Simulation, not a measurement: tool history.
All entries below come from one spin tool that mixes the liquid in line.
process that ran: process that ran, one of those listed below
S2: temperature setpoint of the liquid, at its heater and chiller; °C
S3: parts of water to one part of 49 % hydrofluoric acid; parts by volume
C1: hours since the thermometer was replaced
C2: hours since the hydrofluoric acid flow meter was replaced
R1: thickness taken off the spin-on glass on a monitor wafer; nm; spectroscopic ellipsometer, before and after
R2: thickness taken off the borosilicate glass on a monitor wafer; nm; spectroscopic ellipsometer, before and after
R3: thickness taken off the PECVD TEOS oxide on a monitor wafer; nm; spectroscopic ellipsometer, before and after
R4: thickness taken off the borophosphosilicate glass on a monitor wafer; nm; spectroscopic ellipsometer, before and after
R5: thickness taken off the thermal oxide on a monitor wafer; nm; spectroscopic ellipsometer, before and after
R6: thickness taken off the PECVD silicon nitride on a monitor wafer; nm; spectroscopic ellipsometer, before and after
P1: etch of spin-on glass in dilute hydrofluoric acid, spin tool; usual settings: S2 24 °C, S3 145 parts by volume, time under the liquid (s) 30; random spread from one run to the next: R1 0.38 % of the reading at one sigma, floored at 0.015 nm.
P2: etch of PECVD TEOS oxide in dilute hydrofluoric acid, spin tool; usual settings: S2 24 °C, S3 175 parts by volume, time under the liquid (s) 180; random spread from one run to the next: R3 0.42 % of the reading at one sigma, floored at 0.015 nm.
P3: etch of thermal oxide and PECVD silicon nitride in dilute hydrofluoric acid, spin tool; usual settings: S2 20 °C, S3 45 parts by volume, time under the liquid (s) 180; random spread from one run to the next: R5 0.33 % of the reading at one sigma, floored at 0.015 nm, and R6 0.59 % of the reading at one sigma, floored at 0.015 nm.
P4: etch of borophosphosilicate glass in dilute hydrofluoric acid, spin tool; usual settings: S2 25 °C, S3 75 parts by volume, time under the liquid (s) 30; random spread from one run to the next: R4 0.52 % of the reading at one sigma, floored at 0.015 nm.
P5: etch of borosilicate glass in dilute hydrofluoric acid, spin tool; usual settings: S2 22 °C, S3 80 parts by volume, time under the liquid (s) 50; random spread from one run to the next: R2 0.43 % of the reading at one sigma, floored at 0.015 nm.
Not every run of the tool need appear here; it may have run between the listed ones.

{"run": 1, "day": 0.412, "process that ran": "P1", "S2": 24, "S3": 145, "time under the liquid (s)": 30, "C1": 782.4, "C2": 902.8, "R1": 5.8221}
{"run": 2, "day": 0.738, "process that ran": "P1", "S2": 24, "S3": 145, "time under the liquid (s)": 30, "C1": 790.2, "C2": 910.6, "R1": 5.8167}
{"run": 3, "day": 1.188, "process that ran": "P5", "S2": 22, "S3": 140, "time under the liquid (s)": 50, "C1": 801, "C2": 921.4, "R2": 8.6444}
{"run": 4, "day": 1.412, "process that ran": "P2", "S2": 24, "S3": 175, "time under the liquid (s)": 180, "C1": 806.4, "C2": 926.8, "R3": 19.335}
{"run": 5, "day": 1.875, "process that ran": "P1", "S2": 24, "S3": 145, "time under the liquid (s)": 30, "C1": 817.5, "C2": 937.9, "R1": 5.7911}
{"day": 1.904, "done": "hydrofluoric acid flow meter replaced"}
{"run": 6, "day": 2.15, "process that ran": "P1", "S2": 24, "S3": 145, "time under the liquid (s)": 30, "C1": 824.1, "C2": 5.9, "R1": 5.7815}
{"run": 7, "day": 2.592, "process that ran": "P1", "S2": 24, "S3": 40, "time under the liquid (s)": 30, "C1": 834.7, "C2": 16.5, "R1": 23.913}
{"run": 8, "day": 2.808, "process that ran": "P1", "S2": 24, "S3": 145, "time under the liquid (s)": 15, "C1": 839.9, "C2": 21.7, "R1": 2.8828}
{"run": 9, "day": 3.262, "process that ran": "P4", "S2": 29, "S3": 75, "time under the liquid (s)": 30, "C1": 850.8, "C2": 32.6, "R4": 31.675}
{"run": 10, "day": 3.662, "process that ran": "P3", "S2": 20, "S3": 45, "time under the liquid (s)": 365, "C1": 860.4, "C2": 42.2, "R5": 34.835, "R6": 12.623}
{"run": 11, "day": 4.008, "process that ran": "P5", "S2": 17, "S3": 80, "time under the liquid (s)": 50, "C1": 868.7, "C2": 50.5, "R2": 13.116}
{"run": 12, "day": 4.362, "process that ran": "P1", "S2": 24, "S3": 200, "time under the liquid (s)": 30, "C1": 877.2, "C2": 59, "R1": 3.9611}
{"run": 13, "day": 4.783, "process that ran": "P2", "S2": 30, "S3": 175, "time under the liquid (s)": 180, "C1": 887.3, "C2": 69.1, "R3": 23.963}
{"run": 14, "day": 5.254, "process that ran": "P1", "S2": 17.5, "S3": 145, "time under the liquid (s)": 30, "C1": 898.6, "C2": 80.4, "R1": 4.4533}
{"run": 15, "day": 5.629, "process that ran": "P4", "S2": 25, "S3": 75, "time under the liquid (s)": 30, "C1": 907.6, "C2": 89.4, "R4": 26.968}
{"run": 16, "day": 5.862, "process that ran": "P4", "S2": 25, "S3": 75, "time under the liquid (s)": 60, "C1": 913.2, "C2": 95, "R4": 53.895}
{"run": 17, "day": 6.162, "process that ran": "P3", "S2": 20, "S3": 45, "time under the liquid (s)": 180, "C1": 920.4, "C2": 102.2, "R5": 17.217, "R6": 6.1032}
{"run": 18, "day": 6.583, "process that ran": "P1", "S2": 24, "S3": 145, "time under the liquid (s)": 30, "C1": 930.5, "C2": 112.3, "R1": 5.7696}
{"run": 19, "day": 6.946, "process that ran": "P2", "S2": 24, "S3": 260, "time under the liquid (s)": 180, "C1": 939.2, "C2": 121, "R3": 11.831}
{"run": 20, "day": 7.383, "process that ran": "P5", "S2": 22, "S3": 80, "time under the liquid (s)": 25, "C1": 949.7, "C2": 131.5, "R2": 8.0393}
{"run": 21, "day": 7.654, "process that ran": "P4", "S2": 25, "S3": 130, "time under the liquid (s)": 30, "C1": 956.2, "C2": 138, "R4": 14.515}
{"run": 22, "day": 8.071, "process that ran": "P1", "S2": 28, "S3": 50, "time under the liquid (s)": 30, "C1": 966.2, "C2": 148, "R1": 22.269}
{"run": 23, "day": 8.308, "process that ran": "P3", "S2": 28, "S3": 45, "time under the liquid (s)": 180, "C1": 971.9, "C2": 153.7, "R5": 24.254, "R6": 10.584}
{"run": 24, "day": 8.567, "process that ran": "P2", "S2": 24, "S3": 175, "time under the liquid (s)": 25, "C1": 978.1, "C2": 159.9, "R3": 2.6604}
{"run": 25, "day": 8.983, "process that ran": "P3", "S2": 20, "S3": 30, "time under the liquid (s)": 180, "C1": 988.1, "C2": 169.9, "R5": 26.342, "R6": 9.096}
{"run": 26, "day": 9.267, "process that ran": "P1", "S2": 24, "S3": 145, "time under the liquid (s)": 60, "C1": 994.9, "C2": 176.7, "R1": 11.659}
{"run": 27, "day": 9.608, "process that ran": "P5", "S2": 22, "S3": 80, "time under the liquid (s)": 50, "C1": 1003.1, "C2": 184.9, "R2": 16.205}
{"run": 28, "day": 10.033, "process that ran": "P4", "S2": 25, "S3": 75, "time under the liquid (s)": 30, "C1": 1013.3, "C2": 195.1, "R4": 26.828}
{"run": 29, "day": 10.479, "process that ran": "P1", "S2": 24, "S3": 145, "time under the liquid (s)": 30, "C1": 1024, "C2": 205.8, "R1": 5.7967}
{"run": 30, "day": 10.779, "process that ran": "P1", "S2": 29.5, "S3": 145, "time under the liquid (s)": 30, "C1": 1031.2, "C2": 213, "R1": 7.1398}
{"run": 31, "day": 11.2, "process that ran": "P1", "S2": 24, "S3": 145, "time under the liquid (s)": 30, "C1": 1041.3, "C2": 223.1, "R1": 5.8096}
{"run": 32, "day": 11.571, "process that ran": "P1", "S2": 24, "S3": 145, "time under the liquid (s)": 30, "C1": 1050.2, "C2": 232, "R1": 5.6486}
{"run": 33, "day": 11.896, "process that ran": "P1", "S2": 24, "S3": 145, "time under the liquid (s)": 30, "C1": 1058, "C2": 239.8, "R1": 5.5892}
{"run": 34, "day": 12.229, "process that ran": "P1", "S2": 24, "S3": 145, "time under the liquid (s)": 30, "C1": 1066, "C2": 247.8, "R1": 5.5022}
{"run": 35, "day": 12.642, "process that ran": "P1", "S2": 24, "S3": 145, "time under the liquid (s)": 30, "C1": 1075.9, "C2": 257.7, "R1": 5.5219}
{"run": 36, "day": 12.996, "process that ran": "P1", "S2": 24, "S3": 145, "time under the liquid (s)": 30, "C1": 1084.4, "C2": 266.2, "R1": 5.4004}
{"run": 37, "day": 13.262, "process that ran": "P1", "S2": 24, "S3": 145, "time under the liquid (s)": 30, "C1": 1090.8, "C2": 272.6, "R1": 5.4224}
{"run": 38, "day": 13.521, "process that ran": "P1", "S2": 24, "S3": 145, "time under the liquid (s)": 30, "C1": 1097, "C2": 278.8, "R1": 5.4604}
{"run": 39, "day": 13.925, "process that ran": "P1", "S2": 24, "S3": 145, "time under the liquid (s)": 30, "C1": 1106.7, "C2": 288.5, "R1": 5.4619}
{"run": 40, "day": 14.167, "process that ran": "P1", "S2": 24, "S3": 145, "time under the liquid (s)": 30, "C1": 1112.5, "C2": 294.3, "R1": 5.3977}
{"run": 41, "day": 14.567, "process that ran": "P1", "S2": 24, "S3": 145, "time under the liquid (s)": 30, "C1": 1122.1, "C2": 303.9, "R1": 5.3993}
{"run": 42, "day": 14.929, "process that ran": "P1", "S2": 24, "S3": 145, "time under the liquid (s)": 30, "C1": 1130.8, "C2": 312.6, "R1": 5.3632}

P1 has crept away from where it was. The log is fitted equally well by each of these 2 causes, at the sizes shown:
A: hydrofluoric acid flow below the setpoint (%) = 6.29
B: liquid colder than its thermometer reads (K) = 1.97
The gradual shift began around day 11.2.

Below are 4 check runs, each on a single wafer, with their results shown as question marks. Which of them would tell the listed causes apart, meaning the causes would give clearly different results under it?
{"run": "check 1", "day": 15.292, "process that ran": "P5", "S2": 22, "S3": 130, "time under the liquid (s)": 50, "R2": "?"}
{"run": "check 2", "day": 15.292, "process that ran": "P2", "S2": 29.5, "S3": 175, "time under the liquid (s)": 60, "R3": "?"}
{"run": "check 3", "day": 15.292, "process that ran": "P3", "S2": 24.5, "S3": 45, "time under the liquid (s)": 280, "R5": "?", "R6": "?"}
{"run": "check 4", "day": 15.292, "process that ran": "P4", "S2": 25, "S3": 105, "time under the liquid (s)": 60, "R4": "?"}

Expected result of each check under each candidate cause:
check=check_1 result=R2 if_A=8.7091 if_B=8.6752
check=check_2 result=R3 if_A=7.2381 if_B=7.304
check=check_3 result=R5 if_A=30.326 if_B=29.944
check=check_3 result=R6 if_A=12.263 if_B=11.433
check=check_4 result=R4 if_A=34.425 if_B=34.287
Per check, the gap between the least separated pair of causes, taken in the result that splits them most: check 1 0.39 %; check 2 0.91 %; check 3 7.01 %; check 4 0.4 %
Check 3 is the one run that separates the causes; every other check would come out nearly the same whichever cause is at work.

Running check 3 produced the following: R5 30.382 nm; R6 12.301 nm. Which one of the listed causes fits?

The cause is A: hydrofluoric acid flow below the setpoint (%).
